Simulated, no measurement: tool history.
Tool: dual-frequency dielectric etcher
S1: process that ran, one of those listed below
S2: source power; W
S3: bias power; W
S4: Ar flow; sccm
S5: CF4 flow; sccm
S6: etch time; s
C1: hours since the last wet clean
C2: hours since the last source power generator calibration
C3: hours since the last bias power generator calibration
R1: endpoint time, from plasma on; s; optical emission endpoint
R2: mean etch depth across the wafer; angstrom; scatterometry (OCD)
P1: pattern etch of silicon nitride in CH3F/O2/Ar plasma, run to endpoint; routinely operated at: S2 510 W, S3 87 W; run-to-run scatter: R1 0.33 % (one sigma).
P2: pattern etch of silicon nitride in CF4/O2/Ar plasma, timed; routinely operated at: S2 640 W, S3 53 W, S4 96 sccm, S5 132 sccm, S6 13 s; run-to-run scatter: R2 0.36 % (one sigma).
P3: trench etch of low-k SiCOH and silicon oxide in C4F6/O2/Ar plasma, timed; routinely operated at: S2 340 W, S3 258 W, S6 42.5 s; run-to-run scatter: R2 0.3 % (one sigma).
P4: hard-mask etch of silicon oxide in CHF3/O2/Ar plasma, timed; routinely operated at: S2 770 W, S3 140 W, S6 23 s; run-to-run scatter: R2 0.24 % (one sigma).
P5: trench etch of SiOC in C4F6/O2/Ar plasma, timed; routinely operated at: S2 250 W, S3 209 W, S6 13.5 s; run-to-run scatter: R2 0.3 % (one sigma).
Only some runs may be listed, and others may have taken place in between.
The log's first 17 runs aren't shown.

run	hour	S1	S2	S3	S4	S5	S6	C1	C2	C3	R1	R2
18	172.9	P5	250	209			7.5	268.2	29.7	944.8		133.15
19	185.3	P1	510	87				280.6	42.1	957.2	35.45	
20	192	P2	640	53	96	132	13	287.3	48.8	963.9		322.83
21	198.8	P5	250	130			13.5	294.1	55.6	970.7		206.83
22	211.6	P3	340	306			42.5	306.9	68.4	983.5		1604.1
23	222.3	P1	610	121				317.6	79.1	994.2	29.463	
24	235.7	P4	1020	140			23	331	92.5	1007.6		508.15
25	248.8	P3	340	258			42.5	344.1	105.6	1020.7		1512.5
26	261.5	P2	640	53	96	132	13	356.8	118.3	1033.4		322.11
27	273.2	P1	510	87				368.5	130	1045.1	35.504	
28	280.8	P3	340	258			24.5	376.1	137.6	1052.7		871.63
29	293.7	P1	510	104				389	150.5	1065.6	33.417	
30	306.5	P2	640	53	121	132	13	401.8	163.3	1078.4		315.36
31	314.9	P5	250	209			13.5	410.2	171.7	1086.8		240.48
32	326	P4	770	140			23	421.3	182.8	1097.9		454.17
33	337	P1	510	87				432.3	193.8	1108.9	35.459	
34	343.5	P1	510	87				438.8	200.3	1115.4	35.539	
35	351.6	P1	510	87				446.9	208.4	1123.5	35.798	
36	362.7	P1	510	87				458	219.5	1134.6	35.71	

Estimate the outcome of run 37 from the log above:
37	374.3	P1	510	87				469.6	231.1	1146.2	?	

{"run 37": {"R1": 35.998}}
